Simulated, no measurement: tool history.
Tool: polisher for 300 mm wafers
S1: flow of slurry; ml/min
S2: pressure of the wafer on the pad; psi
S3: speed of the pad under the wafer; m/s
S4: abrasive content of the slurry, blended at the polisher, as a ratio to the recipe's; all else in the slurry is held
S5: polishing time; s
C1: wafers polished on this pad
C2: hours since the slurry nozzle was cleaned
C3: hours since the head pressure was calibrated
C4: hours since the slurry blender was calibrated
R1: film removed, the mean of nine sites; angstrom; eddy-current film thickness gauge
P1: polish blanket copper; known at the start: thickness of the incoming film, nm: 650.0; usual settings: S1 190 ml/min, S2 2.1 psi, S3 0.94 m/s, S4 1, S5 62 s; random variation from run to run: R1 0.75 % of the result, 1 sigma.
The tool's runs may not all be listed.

| run | hour | S1 | S2 | S3 | S4 | S5 | C1 | C2 | C3 | C4 | R1 |
|---|---|---|---|---|---|---|---|---|---|---|---|
| 1 | 14.9 | 190 | 2.1 | 0.94 | 1 | 62 | 1029 | 264.6 | 109.1 | 82.3 | 1155.2 |
| 2 | 24.5 | 285 | 2.1 | 0.94 | 1 | 62 | 1136 | 274.2 | 118.7 | 91.9 | 1203.9 |
| 3 | 32.9 | 190 | 2.1 | 0.94 | 0.5 | 62 | 1230 | 282.6 | 127.1 | 100.3 | 994.89 |
| 4 | 46.1 | 115 | 2.1 | 0.94 | 1 | 62 | 1377 | 295.8 | 140.3 | 113.5 | 1040.4 |
| 5 | 56.7 | 190 | 2.1 | 0.44 | 1 | 62 | 1495 | 306.4 | 150.9 | 124.1 | 535.79 |
| 6 | 68.9 | 190 | 2.1 | 0.94 | 1.4 | 62 | 1631 | 318.6 | 163.1 | 136.3 | 1221.5 |
| 7 | 80.7 | 190 | 2.1 | 0.94 | 1 | 62 | 1763 | 330.4 | 174.9 | 148.1 | 1141.1 |
| 8 | 96.6 | 190 | 3.3 | 0.94 | 1 | 62 | 1940 | 346.3 | 190.8 | 164 | 1798.6 |
| 9 | 108.2 | 190 | 2.1 | 1.46 | 1 | 62 | 2070 | 357.9 | 202.4 | 175.6 | 1768.3 |
| 10 | 122.3 | 190 | 2.1 | 0.94 | 1 | 40 | 2227 | 372 | 216.5 | 189.7 | 739.76 |
| 11 | 134.5 | 190 | 2.1 | 0.94 | 1 | 81 | 2363 | 384.2 | 228.7 | 201.9 | 1496 |
| 12 | 146.2 | 190 | 2.1 | 0.94 | 1 | 62 | 2494 | 395.9 | 240.4 | 213.6 | 1143.3 |
| 13 | 161 | 190 | 1.4 | 0.94 | 1 | 62 | 2659 | 410.7 | 255.2 | 228.4 | 754.59 |
| 14 | 168.7 | 190 | 2.1 | 1.4 | 1 | 42 | 2745 | 418.4 | 262.9 | 236.1 | 1164.6 |
| 15 | 179 | 190 | 2.1 | 0.94 | 1 | 62 | 2860 | 428.7 | 273.2 | 246.4 | 1147.3 |
| 16 | 191.2 | 190 | 2.1 | 0.94 | 1 | 62 | 2996 | 440.9 | 285.4 | 258.6 | 1159.2 |
| 17 | 207.7 | 190 | 2.1 | 0.94 | 1 | 62 | 3180 | 457.4 | 301.9 | 275.1 | 1132.5 |
| 18 | 220.3 | 190 | 2.1 | 0.94 | 1 | 62 | 3320 | 470 | 314.5 | 287.7 | 1144.2 |
| 19 | 231.7 | 190 | 2.1 | 0.94 | 1 | 62 | 3447 | 481.4 | 325.9 | 299.1 | 1114 |
| 20 | 247.3 | 190 | 2.1 | 0.94 | 1 | 62 | 3621 | 497 | 341.5 | 314.7 | 1092 |
| 21 | 257.9 | 190 | 2.1 | 0.94 | 1 | 62 | 3740 | 507.6 | 352.1 | 325.3 | 1083.5 |
| 22 | 265.4 | 190 | 2.1 | 0.94 | 1 | 62 | 3823 | 515.1 | 359.6 | 332.8 | 1070.4 |
| 23 | 281.2 | 190 | 2.1 | 0.94 | 1 | 62 | 3999 | 530.9 | 375.4 | 348.6 | 1036.8 |
|  | 297 | slurry blender recalibrated |
| 24 | 297.5 | 190 | 2.1 | 0.94 | 1 | 62 | 4181 | 547.2 | 391.7 | 0.6 | 1043.6 |
|  | 298.8 | head pressure recalibrated |
| 25 | 310.5 | 190 | 2.1 | 0.94 | 1 | 62 | 4326 | 560.2 | 11.7 | 13.6 | 1049.4 |
| 26 | 324.5 | 190 | 2.1 | 0.94 | 1 | 62 | 4482 | 574.2 | 25.7 | 27.6 | 1052.6 |
| 27 | 332.5 | 190 | 2.1 | 0.94 | 1 | 62 | 4572 | 582.2 | 33.7 | 35.6 | 1041.4 |
| 28 | 341.1 | 190 | 2.1 | 0.94 | 1 | 62 | 4668 | 590.8 | 42.3 | 44.2 | 1046.3 |

What P1 gives has crept away from where it was. These 2 causes fit the log equally well, each at the size given:
A: slurry flow missing at the pad, % = 39.3
B: removal rate lost through wear of the pad, % = 8.45
The creep began at about hour 220.3.
Why every other cause is out:
head's pressure below its setpoint, %: serviced at hour 298.8, which brought nothing back
abrasive missing from the slurry, %: serviced at hour 297, which brought nothing back

4 check runs are offered, each on 5 wafers whose results are averaged, their results left as question marks. Which one tells the causes apart?
| check 1 | 349.7 | 190 | 2.1 | 1.38 | 0.6 | 62 |  |  |  |  | ? |
| check 2 | 349.7 | 140 | 2.1 | 0.94 | 0.7 | 62 |  |  |  |  | ? |
| check 3 | 349.7 | 190 | 2.1 | 1.4 | 1 | 62 |  |  |  |  | ? |
| check 4 | 349.7 | 190 | 2.1 | 0.64 | 1 | 62 |  |  |  |  | ? |

What each check would give under each cause:
| check | result | if A | if B |
|---|---|---|---|
| check 1 | R1 | 1381.8 | 1381.8 |
| check 2 | R1 | 898.91 | 924.58 |
| check 3 | R1 | 1558.7 | 1558.7 |
| check 4 | R1 | 712.54 | 712.57 |
How far apart the two closest causes lie, in the result that separates them most: check 1 0 %; check 2 2.82 %; check 3 0 %; check 4 0 %
Only check 2 tells the causes apart: in the others they would give nearly the same result.

Then check 2 was run and gave: R1 926.45 angstrom. Which cause is it?

It is B: removal rate lost through wear of the pad, %.

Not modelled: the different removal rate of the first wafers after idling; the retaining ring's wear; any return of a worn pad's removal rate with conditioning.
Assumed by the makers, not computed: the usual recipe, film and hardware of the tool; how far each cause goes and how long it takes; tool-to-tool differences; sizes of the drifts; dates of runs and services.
